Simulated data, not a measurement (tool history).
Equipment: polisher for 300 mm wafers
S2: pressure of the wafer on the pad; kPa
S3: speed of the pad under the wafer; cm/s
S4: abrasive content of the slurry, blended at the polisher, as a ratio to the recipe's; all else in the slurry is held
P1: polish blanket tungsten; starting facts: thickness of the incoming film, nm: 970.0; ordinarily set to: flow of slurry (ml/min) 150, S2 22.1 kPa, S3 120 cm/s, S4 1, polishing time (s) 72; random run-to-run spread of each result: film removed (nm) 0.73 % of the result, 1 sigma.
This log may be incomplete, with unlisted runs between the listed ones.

Run 1, hour 16.2: flow of slurry (ml/min) 150, S2 22.1 kPa, S3 120 cm/s, S4 1, polishing time (s) 72. Result: film removed (nm) 289.3.
Run 2, hour 28.1: flow of slurry (ml/min) 150, S2 22.1 kPa, S3 120 cm/s, S4 1, polishing time (s) 35. Result: film removed (nm) 138.88.
At hour 39.2: slurry tank refilled with fresh slurry and peroxide.
Run 3, hour 39.3: flow of slurry (ml/min) 95, S2 22.1 kPa, S3 120 cm/s, S4 1, polishing time (s) 72. Result: film removed (nm) 256.21.
Run 4, hour 55.1: flow of slurry (ml/min) 95, S2 22.1 kPa, S3 76 cm/s, S4 1, polishing time (s) 72. Result: film removed (nm) 164.4.
Run 5, hour 68.8: flow of slurry (ml/min) 150, S2 22.1 kPa, S3 120 cm/s, S4 1, polishing time (s) 72. Result: film removed (nm) 282.53.
Run 6, hour 85.1: flow of slurry (ml/min) 150, S2 22.1 kPa, S3 120 cm/s, S4 0.75, polishing time (s) 109. Result: film removed (nm) 404.29.
At hour 89.7: worn pad replaced by a new one.
Run 7, hour 103: flow of slurry (ml/min) 185, S2 14.5 kPa, S3 120 cm/s, S4 1, polishing time (s) 72. Result: film removed (nm) 192.62.
At hour 110.2: slurry nozzle cleaned.
Run 8, hour 120.6: flow of slurry (ml/min) 150, S2 22.1 kPa, S3 120 cm/s, S4 1, polishing time (s) 99. Result: film removed (nm) 393.53.
Run 9, hour 130.9: flow of slurry (ml/min) 150, S2 22.1 kPa, S3 120 cm/s, S4 1, polishing time (s) 72. Result: film removed (nm) 283.21.
Run 10, hour 147.3: flow of slurry (ml/min) 150, S2 22.1 kPa, S3 120 cm/s, S4 1.5, polishing time (s) 72. Result: film removed (nm) 314.95.
Run 11, hour 166.4: flow of slurry (ml/min) 150, S2 22.1 kPa, S3 188 cm/s, S4 1, polishing time (s) 72. Result: film removed (nm) 449.8.
Run 12, hour 183.2: flow of slurry (ml/min) 150, S2 31 kPa, S3 120 cm/s, S4 1, polishing time (s) 72. Result: film removed (nm) 402.79.
Run 13, hour 199.3: flow of slurry (ml/min) 150, S2 22.1 kPa, S3 120 cm/s, S4 0.55, polishing time (s) 72. Result: film removed (nm) 250.48.
Run 14, hour 212.7: flow of slurry (ml/min) 150, S2 22.1 kPa, S3 120 cm/s, S4 1, polishing time (s) 72. Result: film removed (nm) 286.88.
At hour 214.3: slurry blender recalibrated.
Run 15, hour 224.9: flow of slurry (ml/min) 225, S2 22.1 kPa, S3 120 cm/s, S4 1, polishing time (s) 72. Result: film removed (nm) 298.49.
Run 16, hour 242.5: flow of slurry (ml/min) 150, S2 22.1 kPa, S3 120 cm/s, S4 1, polishing time (s) 72. Result: film removed (nm) 288.56.

Forecast run 17:
Run 17, hour 260.5: flow of slurry (ml/min) 150, S2 22.1 kPa, S3 120 cm/s, S4 1, polishing time (s) 72. Result: film removed (nm) ?.

{"run 17": {"film removed (nm)": 285.79}}
